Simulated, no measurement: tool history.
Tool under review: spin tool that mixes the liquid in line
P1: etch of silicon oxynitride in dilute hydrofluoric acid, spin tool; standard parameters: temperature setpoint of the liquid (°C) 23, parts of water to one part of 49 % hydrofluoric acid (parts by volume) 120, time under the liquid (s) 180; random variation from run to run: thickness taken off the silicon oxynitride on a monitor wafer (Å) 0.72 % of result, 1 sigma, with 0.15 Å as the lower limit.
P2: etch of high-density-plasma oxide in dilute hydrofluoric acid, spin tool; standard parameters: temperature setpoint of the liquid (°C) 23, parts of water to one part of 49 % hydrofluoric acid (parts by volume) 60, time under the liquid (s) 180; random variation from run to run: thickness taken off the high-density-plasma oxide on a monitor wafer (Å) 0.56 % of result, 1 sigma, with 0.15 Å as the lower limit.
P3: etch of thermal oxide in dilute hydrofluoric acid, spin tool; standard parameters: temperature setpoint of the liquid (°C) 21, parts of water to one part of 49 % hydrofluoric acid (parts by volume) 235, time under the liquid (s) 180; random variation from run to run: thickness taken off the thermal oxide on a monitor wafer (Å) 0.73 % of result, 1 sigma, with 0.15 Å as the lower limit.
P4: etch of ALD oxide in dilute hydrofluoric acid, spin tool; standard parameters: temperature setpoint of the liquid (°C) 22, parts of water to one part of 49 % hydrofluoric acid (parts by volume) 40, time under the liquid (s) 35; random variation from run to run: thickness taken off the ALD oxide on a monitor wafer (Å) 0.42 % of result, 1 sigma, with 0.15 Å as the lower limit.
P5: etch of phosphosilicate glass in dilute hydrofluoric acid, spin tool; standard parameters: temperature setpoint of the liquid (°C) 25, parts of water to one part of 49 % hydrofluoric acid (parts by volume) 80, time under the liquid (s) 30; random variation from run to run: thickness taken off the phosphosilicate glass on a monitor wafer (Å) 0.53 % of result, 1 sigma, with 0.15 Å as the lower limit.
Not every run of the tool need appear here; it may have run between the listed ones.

| run | day | process that ran | temperature setpoint of the liquid (°C) | parts of water to one part of 49 % hydrofluoric acid (parts by volume) | time under the liquid (s) | hours since the thermometer was replaced | hours since the hydrofluoric acid flow meter was replaced | thickness taken off the silicon oxynitride on a monitor wafer (Å) | thickness taken off the high-density-plasma oxide on a monitor wafer (Å) | thickness taken off the phosphosilicate glass on a monitor wafer (Å) | thickness taken off the thermal oxide on a monitor wafer (Å) | thickness taken off the ALD oxide on a monitor wafer (Å) |
|---|---|---|---|---|---|---|---|---|---|---|---|---|
| 1 | 0.188 | P1 | 23 | 120 | 180 | 456 | 176.9 | 36.441 |  |  |  |  |
| 2 | 0.621 | P2 | 23 | 60 | 180 | 466.4 | 187.3 |  | 148.64 |  |  |  |
| 3 | 0.912 | P2 | 23 | 25 | 180 | 473.4 | 194.3 |  | 371.44 |  |  |  |
| 4 | 1.329 | P5 | 25 | 80 | 30 | 483.4 | 204.3 |  |  | 545.84 |  |  |
| 5 | 1.596 | P1 | 23 | 120 | 180 | 489.8 | 210.7 | 36.077 |  |  |  |  |
| 6 | 1.908 | P1 | 17.5 | 120 | 180 | 497.3 | 218.2 | 27.883 |  |  |  |  |
| 7 | 2.15 | P3 | 21 | 235 | 180 | 503.1 | 224 |  |  |  | 28.162 |  |
| 8 | 2.508 | P2 | 23 | 60 | 15 | 511.7 | 232.6 |  | 12.347 |  |  |  |
| 9 | 2.867 | P4 | 22 | 40 | 15 | 520.3 | 241.2 |  |  |  |  | 36.192 |
| 10 | 3.283 | P1 | 23 | 120 | 90 | 530.3 | 251.2 | 18.258 |  |  |  |  |
| 11 | 3.579 | P2 | 17 | 60 | 180 | 537.4 | 258.3 |  | 115.06 |  |  |  |
| 12 | 3.95 | P1 | 23 | 120 | 180 | 546.3 | 267.2 | 36.659 |  |  |  |  |
| 13 | 4.221 | P1 | 23 | 120 | 180 | 552.8 | 273.7 | 36.45 |  |  |  |  |
| 14 | 4.45 | P5 | 25 | 20 | 30 | 558.3 | 279.2 |  |  | 2376.3 |  |  |
| 15 | 4.708 | P5 | 25 | 80 | 30 | 564.5 | 285.4 |  |  | 547.11 |  |  |
| 16 | 4.946 | P4 | 22 | 40 | 35 | 570.2 | 291.1 |  |  |  |  | 84.904 |
| 17 | 5.3 | P3 | 21 | 235 | 275 | 578.7 | 299.6 |  |  |  | 42.663 |  |
| 18 | 5.725 | P4 | 17 | 40 | 35 | 588.9 | 309.8 |  |  |  |  | 67.953 |
| 19 | 6.125 | P1 | 23 | 25 | 180 | 598.5 | 319.4 | 186.45 |  |  |  |  |
| 20 | 6.446 | P1 | 23 | 40 | 260 | 606.2 | 327.1 | 170.4 |  |  |  |  |
| 21 | 6.846 | P1 | 27 | 195 | 180 | 615.8 | 336.7 | 25.163 |  |  |  |  |
| 22 | 7.15 | P1 | 29 | 120 | 75 | 623.1 | 344 | 19.916 |  |  |  |  |
| 23 | 7.362 | P3 | 26.5 | 235 | 180 | 628.2 | 349.1 |  |  |  | 34.334 |  |
| 24 | 7.75 | P5 | 25 | 80 | 15 | 637.5 | 358.4 |  |  | 272.22 |  |  |
| 25 | 7.971 | P3 | 21 | 410 | 180 | 642.8 | 363.7 |  |  |  | 13.985 |  |
| 26 | 8.392 | P5 | 32 | 80 | 30 | 652.9 | 373.8 |  |  | 712.55 |  |  |

Predict the results of run 27:
| 27 | 8.662 | P1 | 23 | 120 | 300 | 659.4 | 380.3 | ? |  |  |  |  |

{"run 27": {"thickness taken off the silicon oxynitride on a monitor wafer (Å)": 61.125}}
